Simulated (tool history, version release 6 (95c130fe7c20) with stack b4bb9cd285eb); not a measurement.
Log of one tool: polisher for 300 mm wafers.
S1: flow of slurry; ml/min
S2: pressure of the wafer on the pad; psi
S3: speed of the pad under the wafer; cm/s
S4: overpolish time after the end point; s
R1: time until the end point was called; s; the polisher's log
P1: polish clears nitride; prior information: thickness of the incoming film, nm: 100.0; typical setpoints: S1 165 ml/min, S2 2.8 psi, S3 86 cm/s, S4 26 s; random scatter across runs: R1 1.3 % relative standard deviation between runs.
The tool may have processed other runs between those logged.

run 1 hour=3.1 | S1=165 S2=2.8 S3=86 S4=26 | R1=139.67
run 2 hour=5.8 | S1=165 S2=2.8 S3=128 S4=26 | R1=92.387
run 3 hour=7.6 | S1=165 S2=2.8 S3=86 S4=26 | R1=140.82
-- hour=8.3 head pressure recalibrated
run 4 hour=10.7 | S1=225 S2=2.8 S3=86 S4=26 | R1=133.01
run 5 hour=13.2 | S1=165 S2=4.4 S3=86 S4=26 | R1=87.964
run 6 hour=17.4 | S1=165 S2=1.5 S3=86 S4=50 | R1=262.84
run 7 hour=21.5 | S1=165 S2=2.8 S3=86 S4=26 | R1=138.06
run 8 hour=24.1 | S1=165 S2=1.5 S3=86 S4=26 | R1=257.11
run 9 hour=26 | S1=165 S2=2.8 S3=86 S4=41 | R1=138.16
run 10 hour=29.9 | S1=165 S2=2.8 S3=86 S4=26 | R1=134.16
run 11 hour=31.8 | S1=165 S2=2.8 S3=52 S4=26 | R1=228.25
run 12 hour=35.8 | S1=100 S2=2.8 S3=86 S4=26 | R1=149.64
run 13 hour=38.7 | S1=165 S2=2.8 S3=86 S4=26 | R1=138.91
run 14 hour=41.6 | S1=165 S2=2.8 S3=86 S4=26 | R1=138.21
run 15 hour=44.5 | S1=165 S2=2.8 S3=86 S4=13 | R1=136.81
run 16 hour=47.1 | S1=165 S2=2.8 S3=86 S4=26 | R1=136.63
run 17 hour=49.9 | S1=165 S2=2.8 S3=86 S4=26 | R1=141.28
run 18 hour=52 | S1=165 S2=2.8 S3=86 S4=26 | R1=145.34
run 19 hour=54.8 | S1=165 S2=2.8 S3=86 S4=26 | R1=144.74
run 20 hour=57.5 | S1=165 S2=2.8 S3=86 S4=26 | R1=149.79
-- hour=58.1 head pressure recalibrated
run 21 hour=61.2 | S1=165 S2=2.8 S3=86 S4=26 | R1=146.46
run 22 hour=64.6 | S1=165 S2=2.8 S3=86 S4=26 | R1=150.1
run 23 hour=67.8 | S1=165 S2=2.8 S3=86 S4=26 | R1=149.97
run 24 hour=71.3 | S1=165 S2=2.8 S3=86 S4=26 | R1=151.41
run 25 hour=74 | S1=165 S2=2.8 S3=86 S4=26 | R1=149.4

What P1 gives has crept off from where it sat before. The 2 causes that follow fit the log equally well, each at the size noted:
A: removal rate lost through wear of the pad, % = 7.77
B: slurry flow missing at the pad, % = 34.2
Creep in the process output first set in at about hour 47.1.
All other causes, with the reason each is excluded:
head's pressure below its setpoint, %: maintenance at hour 58.1, after the shift began, did not return the process to its former output

4 check runs are offered, each on 5 wafers whose results are averaged, their results left as question marks. Which one tells the causes apart?
run check 1 hour=76.7 | S1=165 S2=4.2 S3=86 S4=26 | R1=?
run check 2 hour=76.7 | S1=105 S2=3.8 S3=86 S4=26 | R1=?
run check 3 hour=76.7 | S1=165 S2=2.8 S3=86 S4=35 | R1=?
run check 4 hour=76.7 | S1=165 S2=4.2 S3=106 S4=26 | R1=?

Predicted outcomes, by check and by cause:
check=check_1 result=R1 if_A=99.468 if_B=99.481
check=check_2 result=R1 if_A=120.16 if_B=125.07
check=check_3 result=R1 if_A=149.2 if_B=149.22
check=check_4 result=R1 if_A=80.7 if_B=80.711
How far apart the two closest causes lie, in the result that separates them most: check 1 0.01 %; check 2 4.01 %; check 3 0.01 %; check 4 0.01 %
Only in check 2 would the causes give clearly different results; in the remaining checks their results would be nearly the same.

The results of check 2 are: R1 125.18 s. Based on these, which of the listed causes is it?

Of the candidate causes, it is B: slurry flow missing at the pad, %.
